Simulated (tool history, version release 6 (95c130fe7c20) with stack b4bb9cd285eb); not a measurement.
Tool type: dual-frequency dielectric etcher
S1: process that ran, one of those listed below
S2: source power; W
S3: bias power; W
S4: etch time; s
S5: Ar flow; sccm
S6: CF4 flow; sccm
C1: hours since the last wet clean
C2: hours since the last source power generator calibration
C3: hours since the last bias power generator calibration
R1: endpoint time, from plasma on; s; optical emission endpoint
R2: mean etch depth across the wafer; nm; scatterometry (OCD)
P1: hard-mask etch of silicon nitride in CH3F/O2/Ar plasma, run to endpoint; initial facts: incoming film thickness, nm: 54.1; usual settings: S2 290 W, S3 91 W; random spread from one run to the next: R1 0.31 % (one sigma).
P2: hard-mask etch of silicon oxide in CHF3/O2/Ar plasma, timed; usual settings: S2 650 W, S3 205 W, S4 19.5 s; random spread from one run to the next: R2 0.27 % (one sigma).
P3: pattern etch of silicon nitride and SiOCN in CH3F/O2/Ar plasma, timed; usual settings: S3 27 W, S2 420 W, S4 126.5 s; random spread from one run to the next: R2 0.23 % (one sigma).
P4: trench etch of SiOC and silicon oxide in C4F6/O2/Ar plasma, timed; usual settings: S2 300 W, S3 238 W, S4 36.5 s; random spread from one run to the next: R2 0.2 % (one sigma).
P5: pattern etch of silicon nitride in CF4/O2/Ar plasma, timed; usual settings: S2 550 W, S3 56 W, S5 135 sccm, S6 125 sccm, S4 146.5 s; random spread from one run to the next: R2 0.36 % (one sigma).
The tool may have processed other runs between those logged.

run 1 hour=7.8 | S1=P1 S2=290 S3=91 | C1=94.7 C2=1074.6 C3=1436.2 | R1=83.694
run 2 hour=17.9 | S1=P1 S2=290 S3=91 | C1=104.8 C2=1084.7 C3=1446.3 | R1=83.388
run 3 hour=28.0 | S1=P3 S2=420 S3=19 S4=126.5 | C1=114.9 C2=1094.8 C3=1456.4 | R2=15.743
run 4 hour=34.6 | S1=P5 S2=550 S3=56 S4=146.5 S5=135 S6=86 | C1=121.5 C2=1101.4 C3=1463.0 | R2=294.720
run 5 hour=42.6 | S1=P2 S2=400 S3=205 S4=19.5 | C1=129.5 C2=1109.4 C3=1471.0 | R2=35.997
run 6 hour=53.7 | S1=P5 S2=550 S3=56 S4=146.5 S5=135 S6=125 | C1=140.6 C2=1120.5 C3=1482.1 | R2=310.770
run 7 hour=61.6 | S1=P4 S2=300 S3=238 S4=36.5 | C1=148.5 C2=1128.4 C3=1490.0 | R2=68.472
run 8 hour=70.0 | S1=P1 S2=290 S3=121 | C1=156.9 C2=1136.8 C3=1498.4 | R1=75.295
run 9 hour=83.7 | S1=P4 S2=220 S3=238 S4=36.5 | C1=170.6 C2=1150.5 C3=1512.1 | R2=60.979
run 10 hour=97.0 | S1=P5 S2=550 S3=56 S4=146.5 S5=135 S6=125 | C1=183.9 C2=1163.8 C3=1525.4 | R2=309.470
run 11 hour=109.7 | S1=P3 S2=420 S3=27 S4=178.0 | C1=196.6 C2=1176.5 C3=1538.1 | R2=25.895
run 12 hour=119.4 | S1=P1 S2=190 S3=115 | C1=206.3 C2=1186.2 C3=1547.8 | R1=89.185
run 13 hour=130.6 | S1=P2 S2=650 S3=264 S4=19.5 | C1=217.5 C2=1197.4 C3=1559.0 | R2=47.144
run 14 hour=140.9 | S1=P5 S2=550 S3=56 S4=146.5 S5=171 S6=125 | C1=227.8 C2=1207.7 C3=1569.3 | R2=301.950
run 15 hour=152.1 | S1=P5 S2=550 S3=38 S4=146.5 S5=135 S6=125 | C1=239.0 C2=1218.9 C3=1580.5 | R2=268.620
run 16 hour=162.0 | S1=P1 S2=290 S3=91 | C1=248.9 C2=1228.8 C3=1590.4 | R1=83.397
run 17 hour=168.9 | S1=P3 S2=420 S3=27 S4=126.5 | C1=255.8 C2=1235.7 C3=1597.3 | R2=18.420
run 18 hour=175.1 | S1=P5 S2=550 S3=56 S4=88.0 S5=135 S6=125 | C1=262.0 C2=1241.9 C3=1603.5 | R2=185.640
run 19 hour=185.9 | S1=P4 S2=300 S3=238 S4=47.0 | C1=272.8 C2=1252.7 C3=1614.3 | R2=88.210
run 20 hour=195.0 | S1=P5 S2=450 S3=56 S4=146.5 S5=135 S6=125 | C1=281.9 C2=1261.8 C3=1623.4 | R2=260.250
run 21 hour=202.9 | S1=P3 S2=250 S3=27 S4=126.5 | C1=289.8 C2=1269.7 C3=1631.3 | R2=15.506
run 22 hour=214.1 | S1=P4 S2=300 S3=146 S4=36.5 | C1=301.0 C2=1280.9 C3=1642.5 | R2=58.657
-- hour=221.5 source power generator calibrated
run 23 hour=223.3 | S1=P1 S2=200 S3=91 | C1=310.2 C2=1.8 C3=1651.7 | R1=96.172
run 24 hour=237.4 | S1=P1 S2=390 S3=91 | C1=324.3 C2=15.9 C3=1665.8 | R1=74.787
run 25 hour=249.2 | S1=P1 S2=290 S3=71 | C1=336.1 C2=27.7 C3=1677.6 | R1=91.334
run 26 hour=260.8 | S1=P2 S2=650 S3=205 S4=19.5 | C1=347.7 C2=39.3 C3=1689.2 | R2=43.076
run 27 hour=272.4 | S1=P2 S2=650 S3=205 S4=10.5 | C1=359.3 C2=50.9 C3=1700.8 | R2=23.273
run 28 hour=280.4 | S1=P2 S2=650 S3=205 S4=19.5 | C1=367.3 C2=58.9 C3=1708.8 | R2=43.171
run 29 hour=286.5 | S1=P1 S2=290 S3=91 | C1=373.4 C2=65.0 C3=1714.9 | R1=83.438
run 30 hour=296.1 | S1=P1 S2=290 S3=91 | C1=383.0 C2=74.6 C3=1724.5 | R1=83.440
run 31 hour=304.3 | S1=P1 S2=290 S3=91 | C1=391.2 C2=82.8 C3=1732.7 | R1=83.096
run 32 hour=314.9 | S1=P1 S2=290 S3=91 | C1=401.8 C2=93.4 C3=1743.3 | R1=83.039
run 33 hour=328.5 | S1=P1 S2=290 S3=91 | C1=415.4 C2=107.0 C3=1756.9 | R1=82.403
-- hour=330.5 wet clean of the chamber
run 34 hour=335.2 | S1=P1 S2=290 S3=91 | C1=4.7 C2=113.7 C3=1763.6 | R1=82.458
run 35 hour=342.4 | S1=P1 S2=290 S3=91 | C1=11.9 C2=120.9 C3=1770.8 | R1=82.454
run 36 hour=354.8 | S1=P1 S2=290 S3=91 | C1=24.3 C2=133.3 C3=1783.2 | R1=82.208
run 37 hour=367.6 | S1=P1 S2=290 S3=91 | C1=37.1 C2=146.1 C3=1796.0 | R1=82.286
run 38 hour=378.4 | S1=P1 S2=290 S3=91 | C1=47.9 C2=156.9 C3=1806.8 | R1=82.113
run 39 hour=391.7 | S1=P1 S2=290 S3=91 | C1=61.2 C2=170.2 C3=1820.1 | R1=82.344

What P1 gives has crept off from where it sat before. The 2 causes that follow fit the log equally well, each at the size noted:
A: source power that arrives over what is set, % = 4.21
B: bias power that arrives over what is set, % = 4.24
The creep began at about hour 296.1.
The rest of the possible causes, and what rules out each one:
chamber walls in a state that raises the etch rate, %: serviced at hour 330.5, which brought nothing back

Consider the 4 check runs below, whose results appear as question marks and each of which averages 2 wafers. Which one distinguishes the causes, in that each cause would give it a clearly different result?
run check 1 hour=405.0 | S1=P2 S2=420 S3=205 S4=11.5 | R2=?
run check 2 hour=405.0 | S1=P4 S2=300 S3=146 S4=36.5 | R2=?
run check 3 hour=405.0 | S1=P5 S2=550 S3=39 S4=146.5 S5=135 S6=125 | R2=?
run check 4 hour=405.0 | S1=P3 S2=420 S3=21 S4=173.0 | R2=?

How each check would come out, cause by cause:
check=check_1 result=R2 if_A=21.873 if_B=21.854
check=check_2 result=R2 if_A=59.432 if_B=59.238
check=check_3 result=R2 if_A=281.510 if_B=275.550
check=check_4 result=R2 if_A=22.853 if_B=22.942
Minimum pairwise separation of causes per check, each pair taken at its best-separating result: check 1 0.08 %; check 2 0.33 %; check 3 2.14 %; check 4 0.39 %
Check 3 tells the causes apart: in the others they would give nearly the same result.

With check 3 done, the readings were: R2 275.790 nm. Identify which of the listed causes applies.

It was cause B: bias power that arrives over what is set, %.
